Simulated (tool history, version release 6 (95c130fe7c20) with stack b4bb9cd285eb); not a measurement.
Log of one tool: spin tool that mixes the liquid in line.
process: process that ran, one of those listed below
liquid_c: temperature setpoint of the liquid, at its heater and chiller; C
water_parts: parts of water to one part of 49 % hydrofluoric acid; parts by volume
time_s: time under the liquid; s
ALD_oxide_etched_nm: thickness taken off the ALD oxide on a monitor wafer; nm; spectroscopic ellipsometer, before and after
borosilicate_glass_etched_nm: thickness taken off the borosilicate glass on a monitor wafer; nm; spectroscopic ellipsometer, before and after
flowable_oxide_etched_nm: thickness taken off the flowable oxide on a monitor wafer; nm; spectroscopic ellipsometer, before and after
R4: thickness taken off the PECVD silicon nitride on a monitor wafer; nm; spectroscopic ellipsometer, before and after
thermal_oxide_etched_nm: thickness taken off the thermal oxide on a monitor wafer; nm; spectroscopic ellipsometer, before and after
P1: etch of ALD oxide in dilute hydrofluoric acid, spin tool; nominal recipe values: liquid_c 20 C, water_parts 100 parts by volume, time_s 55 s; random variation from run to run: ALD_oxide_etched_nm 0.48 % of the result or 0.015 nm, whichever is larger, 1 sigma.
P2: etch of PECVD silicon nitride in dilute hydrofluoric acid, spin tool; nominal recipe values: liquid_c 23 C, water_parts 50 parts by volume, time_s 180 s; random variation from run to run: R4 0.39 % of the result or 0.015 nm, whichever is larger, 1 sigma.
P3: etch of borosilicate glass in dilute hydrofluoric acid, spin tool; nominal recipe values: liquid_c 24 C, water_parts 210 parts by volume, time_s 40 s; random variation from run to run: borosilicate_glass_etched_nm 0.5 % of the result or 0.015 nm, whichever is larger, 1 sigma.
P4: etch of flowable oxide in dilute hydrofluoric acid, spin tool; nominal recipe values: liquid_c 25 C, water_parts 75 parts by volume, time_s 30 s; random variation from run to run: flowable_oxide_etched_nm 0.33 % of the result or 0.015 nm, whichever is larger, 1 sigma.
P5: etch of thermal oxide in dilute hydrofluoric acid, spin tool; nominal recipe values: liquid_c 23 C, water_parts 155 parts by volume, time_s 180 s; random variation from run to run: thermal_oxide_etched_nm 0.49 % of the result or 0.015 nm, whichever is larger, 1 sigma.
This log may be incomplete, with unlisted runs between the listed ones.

{"run": 1, "hour": 13.2, "process": "P1", "liquid_c": 20, "water_parts": 100, "time_s": 55, "ALD_oxide_etched_nm": 15.311}
{"run": 2, "hour": 22.8, "process": "P3", "liquid_c": 24, "water_parts": 210, "time_s": 15, "borosilicate_glass_etched_nm": 2.5339}
{"run": 3, "hour": 38.0, "process": "P1", "liquid_c": 20, "water_parts": 55, "time_s": 55, "ALD_oxide_etched_nm": 29.493}
{"run": 4, "hour": 51.7, "process": "P4", "liquid_c": 25, "water_parts": 75, "time_s": 30, "flowable_oxide_etched_nm": 14.466}
{"run": 5, "hour": 65.6, "process": "P2", "liquid_c": 23, "water_parts": 25, "time_s": 180, "R4": 27.784}
{"run": 6, "hour": 75.7, "process": "P2", "liquid_c": 23, "water_parts": 50, "time_s": 50, "R4": 3.9309}
{"run": 7, "hour": 89.7, "process": "P1", "liquid_c": 20, "water_parts": 100, "time_s": 90, "ALD_oxide_etched_nm": 25.11}
{"run": 8, "hour": 103.6, "process": "P1", "liquid_c": 20, "water_parts": 100, "time_s": 55, "ALD_oxide_etched_nm": 15.281}
{"run": 9, "hour": 112.3, "process": "P3", "liquid_c": 29.5, "water_parts": 210, "time_s": 40, "borosilicate_glass_etched_nm": 7.9722}
{"run": 10, "hour": 120.2, "process": "P4", "liquid_c": 25, "water_parts": 125, "time_s": 30, "flowable_oxide_etched_nm": 8.1939}
{"run": 11, "hour": 132.3, "process": "P1", "liquid_c": 24.5, "water_parts": 100, "time_s": 55, "ALD_oxide_etched_nm": 18.097}
{"run": 12, "hour": 139.8, "process": "P1", "liquid_c": 20, "water_parts": 100, "time_s": 30, "ALD_oxide_etched_nm": 8.4021}
{"run": 13, "hour": 153.0, "process": "P1", "liquid_c": 26.5, "water_parts": 100, "time_s": 15, "ALD_oxide_etched_nm": 5.4626}
{"run": 14, "hour": 166.6, "process": "P2", "liquid_c": 17, "water_parts": 50, "time_s": 180, "R4": 9.308}
{"run": 15, "hour": 181.1, "process": "P1", "liquid_c": 17, "water_parts": 100, "time_s": 55, "ALD_oxide_etched_nm": 13.492}
{"hour": 183.6, "done": "hydrofluoric acid flow meter replaced"}
{"run": 16, "hour": 188.3, "process": "P3", "liquid_c": 24, "water_parts": 75, "time_s": 40, "borosilicate_glass_etched_nm": 21.672}
{"run": 17, "hour": 200.0, "process": "P1", "liquid_c": 20, "water_parts": 100, "time_s": 55, "ALD_oxide_etched_nm": 15.391}
{"run": 18, "hour": 215.4, "process": "P3", "liquid_c": 24, "water_parts": 210, "time_s": 40, "borosilicate_glass_etched_nm": 6.6431}
{"run": 19, "hour": 223.0, "process": "P2", "liquid_c": 23, "water_parts": 50, "time_s": 180, "R4": 14.272}
{"run": 20, "hour": 237.5, "process": "P1", "liquid_c": 20, "water_parts": 145, "time_s": 55, "ALD_oxide_etched_nm": 10.036}
{"run": 21, "hour": 247.2, "process": "P1", "liquid_c": 20, "water_parts": 100, "time_s": 55, "ALD_oxide_etched_nm": 15.191}
{"run": 22, "hour": 258.7, "process": "P4", "liquid_c": 28.5, "water_parts": 75, "time_s": 30, "flowable_oxide_etched_nm": 16.541}
{"run": 23, "hour": 265.5, "process": "P5", "liquid_c": 23, "water_parts": 250, "time_s": 180, "thermal_oxide_etched_nm": 2.9445}

What will run 24 give?
{"run": 24, "hour": 276.5, "process": "P5", "liquid_c": 23, "water_parts": 155, "time_s": 80, "thermal_oxide_etched_nm": "?"}

Run 24 produced thermal_oxide_etched_nm 2.2937 nm.
